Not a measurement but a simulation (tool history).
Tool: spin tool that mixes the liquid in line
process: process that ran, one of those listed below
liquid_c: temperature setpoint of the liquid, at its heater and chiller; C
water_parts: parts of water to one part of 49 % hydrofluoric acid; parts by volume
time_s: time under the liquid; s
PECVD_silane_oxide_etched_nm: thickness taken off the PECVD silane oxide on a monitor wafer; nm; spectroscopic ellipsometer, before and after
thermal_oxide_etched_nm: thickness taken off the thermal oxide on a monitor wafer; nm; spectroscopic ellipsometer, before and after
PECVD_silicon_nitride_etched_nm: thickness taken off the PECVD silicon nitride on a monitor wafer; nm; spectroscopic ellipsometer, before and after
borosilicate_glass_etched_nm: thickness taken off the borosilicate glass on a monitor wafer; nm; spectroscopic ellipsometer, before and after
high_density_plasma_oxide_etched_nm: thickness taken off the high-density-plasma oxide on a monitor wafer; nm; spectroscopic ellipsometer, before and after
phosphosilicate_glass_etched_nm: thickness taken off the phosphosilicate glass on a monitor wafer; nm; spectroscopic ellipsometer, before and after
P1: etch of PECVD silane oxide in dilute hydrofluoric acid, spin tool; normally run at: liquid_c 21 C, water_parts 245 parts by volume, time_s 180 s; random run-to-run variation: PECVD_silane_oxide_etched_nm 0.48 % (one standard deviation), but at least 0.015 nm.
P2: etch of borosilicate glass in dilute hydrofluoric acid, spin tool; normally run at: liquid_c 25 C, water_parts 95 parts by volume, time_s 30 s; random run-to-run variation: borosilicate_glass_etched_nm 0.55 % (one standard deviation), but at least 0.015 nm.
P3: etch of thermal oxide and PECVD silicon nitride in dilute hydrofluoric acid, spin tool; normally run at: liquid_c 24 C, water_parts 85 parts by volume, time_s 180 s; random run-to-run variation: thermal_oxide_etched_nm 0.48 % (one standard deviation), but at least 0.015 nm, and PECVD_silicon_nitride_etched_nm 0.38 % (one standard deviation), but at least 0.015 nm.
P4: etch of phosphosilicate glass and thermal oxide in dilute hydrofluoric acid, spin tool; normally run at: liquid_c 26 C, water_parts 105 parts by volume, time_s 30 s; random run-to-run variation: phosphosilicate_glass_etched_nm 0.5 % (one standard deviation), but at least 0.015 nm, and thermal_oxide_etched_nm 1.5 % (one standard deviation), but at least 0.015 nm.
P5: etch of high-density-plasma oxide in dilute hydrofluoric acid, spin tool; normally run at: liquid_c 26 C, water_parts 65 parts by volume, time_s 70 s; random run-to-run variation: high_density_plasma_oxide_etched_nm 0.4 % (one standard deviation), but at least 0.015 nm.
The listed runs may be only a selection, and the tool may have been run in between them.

run	hour	process	liquid_c	water_parts	time_s	hours since the thermometer was replaced	hours since the hydrofluoric acid flow meter was replaced	PECVD_silane_oxide_etched_nm	thermal_oxide_etched_nm	PECVD_silicon_nitride_etched_nm	borosilicate_glass_etched_nm	high_density_plasma_oxide_etched_nm	phosphosilicate_glass_etched_nm
1	8.6	P1	21	245	180	1253.6	381.7	9.2708					
2	22.7	P3	24	85	20	1267.7	395.8		1.0913	0.61581			
3	36.4	P1	21	245	180	1281.4	409.5	9.314					
4	50.7	P2	25	175	30	1295.7	423.8				5.3897		
5	63.7	P5	26	95	70	1308.7	436.8					3.9864	
6	75.3	P1	21	245	100	1320.3	448.4	5.176					
7	86.7	P3	28	85	180	1331.7	459.8		11.686	7.4467			
8	99.6	P2	25	95	15	1344.6	472.7				5.3967		
9	109.8	P1	21	245	180	1354.8	482.9	9.3461					
10	124.1	P1	21	245	180	1369.1	497.2	9.2706					
11	134.7	P1	25.5	245	180	1379.7	507.8	10.985					
12	149.1	P4	26	175	30	1394.1	522.2		0.83771				17.701
13	162.5	P4	20.5	105	30	1407.5	535.6		1.2094				25.726
14	176.8	P1	21	425	180	1421.8	549.9	4.5825					
15	190.4	P3	24	140	180	1435.4	563.5		5.6619	3.5444			
16	197.9	P3	24	85	180	1442.9	571		10.018	5.7454			
17	210.8	P1	21	115	90	1455.8	583.9	11.403					
18	221.3	P1	21	95	180	1466.3	594.4	28.38					
# hour 226.8: thermometer replaced
19	229.3	P5	26	65	70	2.6	602.4					6.1056	
20	236.8	P5	30	65	70	10.1	609.9					7.1132	
21	246.4	P1	17	245	180	19.7	619.5	8.0224					
22	255.2	P2	25	95	30	28.5	628.3				10.878		
23	267.7	P4	26	105	30	41	640.8		1.5092				32.233
24	275	P4	26	105	15	48.3	648.1		0.70515				16.06
# hour 275.8: hydrofluoric acid flow meter replaced
25	287.4	P1	21	245	290	60.7	11.6	15.044					
26	300.7	P2	25	95	30	74	24.9				10.931		
27	315.5	P2	33	95	30	88.8	39.7				14.812		
28	326.9	P5	26	65	15	100.2	51.1					1.3284	
29	333.6	P1	21	245	180	106.9	57.8	9.3473					
30	344.6	P1	21	245	180	117.9	68.8	9.227					

Run 31 is up next; what results do you expect?
31	354.2	P1	21	245	180	127.5	78.4	?					

Logged for run 31: PECVD_silane_oxide_etched_nm 8.9804 nm.
